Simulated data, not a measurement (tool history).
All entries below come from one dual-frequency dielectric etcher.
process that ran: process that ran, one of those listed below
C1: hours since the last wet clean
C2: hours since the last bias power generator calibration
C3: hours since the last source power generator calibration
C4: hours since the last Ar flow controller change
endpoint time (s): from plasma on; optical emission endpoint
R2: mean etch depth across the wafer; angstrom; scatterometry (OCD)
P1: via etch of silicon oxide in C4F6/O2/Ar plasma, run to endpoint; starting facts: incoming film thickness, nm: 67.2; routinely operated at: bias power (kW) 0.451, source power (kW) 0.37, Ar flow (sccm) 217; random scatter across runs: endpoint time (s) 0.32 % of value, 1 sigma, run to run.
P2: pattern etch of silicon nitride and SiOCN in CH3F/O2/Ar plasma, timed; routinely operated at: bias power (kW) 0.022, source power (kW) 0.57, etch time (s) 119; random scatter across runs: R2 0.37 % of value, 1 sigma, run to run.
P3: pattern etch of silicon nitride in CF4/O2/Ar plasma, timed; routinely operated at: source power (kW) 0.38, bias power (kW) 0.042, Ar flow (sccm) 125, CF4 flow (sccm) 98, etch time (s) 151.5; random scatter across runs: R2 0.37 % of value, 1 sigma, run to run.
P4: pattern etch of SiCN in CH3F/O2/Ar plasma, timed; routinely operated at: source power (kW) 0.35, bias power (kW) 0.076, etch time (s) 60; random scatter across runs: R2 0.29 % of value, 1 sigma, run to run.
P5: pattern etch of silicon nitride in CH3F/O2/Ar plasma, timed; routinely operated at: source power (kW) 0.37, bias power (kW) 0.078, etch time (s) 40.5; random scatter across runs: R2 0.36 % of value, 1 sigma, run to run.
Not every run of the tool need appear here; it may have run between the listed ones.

run 1 hour=8.3 | process_that_ran=P1 bias_power_(kW)=0.451 source_power_(kW)=0.37 Ar_flow_(sccm)=217 | C1=328.8 C2=2198.2 C3=2187.6 C4=3802.8 | endpoint_time_(s)=15.257
run 2 hour=17.9 | process_that_ran=P3 bias_power_(kW)=0.042 source_power_(kW)=0.38 Ar_flow_(sccm)=125 CF4_flow_(sccm)=98 etch_time_(s)=151.5 | C1=338.4 C2=2207.8 C3=2197.2 C4=3812.4 | R2=2123.4
run 3 hour=27.3 | process_that_ran=P1 bias_power_(kW)=0.451 source_power_(kW)=0.51 Ar_flow_(sccm)=277 | C1=347.8 C2=2217.2 C3=2206.6 C4=3821.8 | endpoint_time_(s)=13.873
run 4 hour=35.1 | process_that_ran=P2 bias_power_(kW)=0.022 source_power_(kW)=0.69 etch_time_(s)=119 | C1=355.6 C2=2225 C3=2214.4 C4=3829.6 | R2=192.5
run 5 hour=48.8 | process_that_ran=P2 bias_power_(kW)=0.022 source_power_(kW)=0.57 etch_time_(s)=119 | C1=369.3 C2=2238.7 C3=2228.1 C4=3843.3 | R2=181.24
run 6 hour=62.6 | process_that_ran=P1 bias_power_(kW)=0.451 source_power_(kW)=0.45 Ar_flow_(sccm)=217 | C1=383.1 C2=2252.5 C3=2241.9 C4=3857.1 | endpoint_time_(s)=14.16
run 7 hour=78.6 | process_that_ran=P4 bias_power_(kW)=0.076 source_power_(kW)=0.24 etch_time_(s)=60 | C1=399.1 C2=2268.5 C3=2257.9 C4=3873.1 | R2=195.16
run 8 hour=94.1 | process_that_ran=P4 bias_power_(kW)=0.061 source_power_(kW)=0.35 etch_time_(s)=60 | C1=414.6 C2=2284 C3=2273.4 C4=3888.6 | R2=207.91
run 9 hour=109.7 | process_that_ran=P3 bias_power_(kW)=0.042 source_power_(kW)=0.38 Ar_flow_(sccm)=125 CF4_flow_(sccm)=98 etch_time_(s)=224 | C1=430.2 C2=2299.6 C3=2289 C4=3904.2 | R2=3165.7
run 10 hour=125 | process_that_ran=P4 bias_power_(kW)=0.076 source_power_(kW)=0.35 etch_time_(s)=33 | C1=445.5 C2=2314.9 C3=2304.3 C4=3919.5 | R2=123.85
run 11 hour=136.9 | process_that_ran=P1 bias_power_(kW)=0.451 source_power_(kW)=0.37 Ar_flow_(sccm)=217 | C1=457.4 C2=2326.8 C3=2316.2 C4=3931.4 | endpoint_time_(s)=15.203
run 12 hour=146.8 | process_that_ran=P5 bias_power_(kW)=0.078 source_power_(kW)=0.46 etch_time_(s)=40.5 | C1=467.3 C2=2336.7 C3=2326.1 C4=3941.3 | R2=311.4
run 13 hour=163.8 | process_that_ran=P5 bias_power_(kW)=0.078 source_power_(kW)=0.37 etch_time_(s)=40.5 | C1=484.3 C2=2353.7 C3=2343.1 C4=3958.3 | R2=287.25
run 14 hour=179.5 | process_that_ran=P1 bias_power_(kW)=0.451 source_power_(kW)=0.37 Ar_flow_(sccm)=217 | C1=500 C2=2369.4 C3=2358.8 C4=3974 | endpoint_time_(s)=15.216
run 15 hour=193 | process_that_ran=P1 bias_power_(kW)=0.451 source_power_(kW)=0.37 Ar_flow_(sccm)=217 | C1=513.5 C2=2382.9 C3=2372.3 C4=3987.5 | endpoint_time_(s)=15.198
run 16 hour=202.5 | process_that_ran=P5 bias_power_(kW)=0.078 source_power_(kW)=0.37 etch_time_(s)=27 | C1=523 C2=2392.4 C3=2381.8 C4=3997 | R2=191.71
run 17 hour=218.7 | process_that_ran=P1 bias_power_(kW)=0.638 source_power_(kW)=0.37 Ar_flow_(sccm)=217 | C1=539.2 C2=2408.6 C3=2398 C4=4013.2 | endpoint_time_(s)=13.246
run 18 hour=227.5 | process_that_ran=P1 bias_power_(kW)=0.341 source_power_(kW)=0.37 Ar_flow_(sccm)=217 | C1=548 C2=2417.4 C3=2406.8 C4=4022 | endpoint_time_(s)=16.8
run 19 hour=235.7 | process_that_ran=P2 bias_power_(kW)=0.022 source_power_(kW)=0.57 etch_time_(s)=119 | C1=556.2 C2=2425.6 C3=2415 C4=4030.2 | R2=181.58
-- hour=240.8 Ar flow controller replaced
-- hour=244.6 bias power generator calibrated
run 20 hour=248.4 | process_that_ran=P3 bias_power_(kW)=0.042 source_power_(kW)=0.27 Ar_flow_(sccm)=125 CF4_flow_(sccm)=98 etch_time_(s)=151.5 | C1=568.9 C2=3.8 C3=2427.7 C4=7.7 | R2=1590.9
-- hour=255.2 source power generator calibrated
run 21 hour=258.1 | process_that_ran=P1 bias_power_(kW)=0.451 source_power_(kW)=0.37 Ar_flow_(sccm)=156 | C1=578.6 C2=13.5 C3=3 C4=17.4 | endpoint_time_(s)=14.687
-- hour=268.9 wet clean of the chamber
run 22 hour=274.3 | process_that_ran=P4 bias_power_(kW)=0.076 source_power_(kW)=0.35 etch_time_(s)=60 | C1=5.5 C2=29.7 C3=19.2 C4=33.6 | R2=224.25
run 23 hour=282 | process_that_ran=P3 bias_power_(kW)=0.033 source_power_(kW)=0.38 Ar_flow_(sccm)=125 CF4_flow_(sccm)=98 etch_time_(s)=151.5 | C1=13.2 C2=37.4 C3=26.9 C4=41.3 | R2=1948
run 24 hour=298.8 | process_that_ran=P2 bias_power_(kW)=0.022 source_power_(kW)=0.57 etch_time_(s)=75.5 | C1=30 C2=54.2 C3=43.7 C4=58.1 | R2=114.57
run 25 hour=310.5 | process_that_ran=P1 bias_power_(kW)=0.451 source_power_(kW)=0.27 Ar_flow_(sccm)=217 | C1=41.7 C2=65.9 C3=55.4 C4=69.8 | endpoint_time_(s)=17.048
run 26 hour=321.7 | process_that_ran=P3 bias_power_(kW)=0.042 source_power_(kW)=0.38 Ar_flow_(sccm)=125 CF4_flow_(sccm)=130 etch_time_(s)=151.5 | C1=52.9 C2=77.1 C3=66.6 C4=81 | R2=2211.9
run 27 hour=336.3 | process_that_ran=P5 bias_power_(kW)=0.097 source_power_(kW)=0.37 etch_time_(s)=40.5 | C1=67.5 C2=91.7 C3=81.2 C4=95.6 | R2=308.15
run 28 hour=351.3 | process_that_ran=P1 bias_power_(kW)=0.451 source_power_(kW)=0.37 Ar_flow_(sccm)=261 | C1=82.5 C2=106.7 C3=96.2 C4=110.6 | endpoint_time_(s)=15.512
run 29 hour=361 | process_that_ran=P3 bias_power_(kW)=0.042 source_power_(kW)=0.38 Ar_flow_(sccm)=152 CF4_flow_(sccm)=98 etch_time_(s)=151.5 | C1=92.2 C2=116.4 C3=105.9 C4=120.3 | R2=2060.9
run 30 hour=375.7 | process_that_ran=P4 bias_power_(kW)=0.076 source_power_(kW)=0.35 etch_time_(s)=60 | C1=106.9 C2=131.1 C3=120.6 C4=135 | R2=223.91
run 31 hour=385.6 | process_that_ran=P5 bias_power_(kW)=0.078 source_power_(kW)=0.37 etch_time_(s)=40.5 | C1=116.8 C2=141 C3=130.5 C4=144.9 | R2=284.57
run 32 hour=395.7 | process_that_ran=P2 bias_power_(kW)=0.015 source_power_(kW)=0.57 etch_time_(s)=119 | C1=126.9 C2=151.1 C3=140.6 C4=155 | R2=153.75
run 33 hour=407.1 | process_that_ran=P1 bias_power_(kW)=0.451 source_power_(kW)=0.37 Ar_flow_(sccm)=217 | C1=138.3 C2=162.5 C3=152 C4=166.4 | endpoint_time_(s)=15.119
run 34 hour=415 | process_that_ran=P1 bias_power_(kW)=0.451 source_power_(kW)=0.37 Ar_flow_(sccm)=217 | C1=146.2 C2=170.4 C3=159.9 C4=174.3 | endpoint_time_(s)=15.101
run 35 hour=432 | process_that_ran=P1 bias_power_(kW)=0.451 source_power_(kW)=0.37 Ar_flow_(sccm)=217 | C1=163.2 C2=187.4 C3=176.9 C4=191.3 | endpoint_time_(s)=15.078
-- hour=442.4 Ar flow controller replaced
run 36 hour=443.8 | process_that_ran=P1 bias_power_(kW)=0.451 source_power_(kW)=0.37 Ar_flow_(sccm)=217 | C1=175 C2=199.2 C3=188.7 C4=1.4 | endpoint_time_(s)=15.03
run 37 hour=456.4 | process_that_ran=P1 bias_power_(kW)=0.451 source_power_(kW)=0.37 Ar_flow_(sccm)=217 | C1=187.6 C2=211.8 C3=201.3 C4=14 | endpoint_time_(s)=15.12
run 38 hour=466.8 | process_that_ran=P1 bias_power_(kW)=0.451 source_power_(kW)=0.37 Ar_flow_(sccm)=217 | C1=198 C2=222.2 C3=211.7 C4=24.4 | endpoint_time_(s)=14.968
-- hour=472 wet clean of the chamber
run 39 hour=477.4 | process_that_ran=P1 bias_power_(kW)=0.451 source_power_(kW)=0.37 Ar_flow_(sccm)=217 | C1=5.4 C2=232.8 C3=222.3 C4=35 | endpoint_time_(s)=14.965
run 40 hour=485 | process_that_ran=P1 bias_power_(kW)=0.451 source_power_(kW)=0.37 Ar_flow_(sccm)=217 | C1=13 C2=240.4 C3=229.9 C4=42.6 | endpoint_time_(s)=14.941
run 41 hour=495 | process_that_ran=P1 bias_power_(kW)=0.451 source_power_(kW)=0.37 Ar_flow_(sccm)=217 | C1=23 C2=250.4 C3=239.9 C4=52.6 | endpoint_time_(s)=15.03

The log shows P1 creeping away from where it was. Any of the 2 causes listed here, at the size stated for it, fits the log just as well as the others:
A: source power that arrives over what is set, % = 4.45
B: bias power that arrives over what is set, % = 4.45
Onset of the creep was near hour 407.1.
What rules out each remaining cause:
chamber walls in a state that raises the etch rate, %: work on it at hour 472, done after the drift set in, did not restore what the process gave before
Ar flow that arrives under what is set, %: work on it at hour 442.4, done after the drift set in, did not restore what the process gave before

Which of the 4 check runs listed below, each an average over 2 wafers with its results shown as question marks, gives clearly different results under the different listed causes?
run check 1 hour=505 | process_that_ran=P4 bias_power_(kW)=0.076 source_power_(kW)=0.35 etch_time_(s)=60 | R2=?
run check 2 hour=505 | process_that_ran=P2 bias_power_(kW)=0.022 source_power_(kW)=0.57 etch_time_(s)=119 | R2=?
run check 3 hour=505 | process_that_ran=P5 bias_power_(kW)=0.078 source_power_(kW)=0.37 etch_time_(s)=40.5 | R2=?
run check 4 hour=505 | process_that_ran=P3 bias_power_(kW)=0.042 source_power_(kW)=0.38 Ar_flow_(sccm)=125 CF4_flow_(sccm)=98 etch_time_(s)=151.5 | R2=?

If the cause were each of the candidates in turn, the checks would give the following:
check=check_1 result=R2 if_A=228.51 if_B=228.4
check=check_2 result=R2 if_A=183.63 if_B=184.3
check=check_3 result=R2 if_A=291.11 if_B=290.8
check=check_4 result=R2 if_A=2207.6 if_B=2161.2
Minimum pairwise separation of causes per check, each pair taken at its best-separating result: check 1 0.05 %; check 2 0.37 %; check 3 0.11 %; check 4 2.12 %
Check 4 is the one run that separates the causes; every other check would come out nearly the same whichever cause is at work.

The results of check 4 are: R2 2169.9 angstrom. Based on these, which of the listed causes is it?

Of the candidate causes, it is B: bias power that arrives over what is set, %.
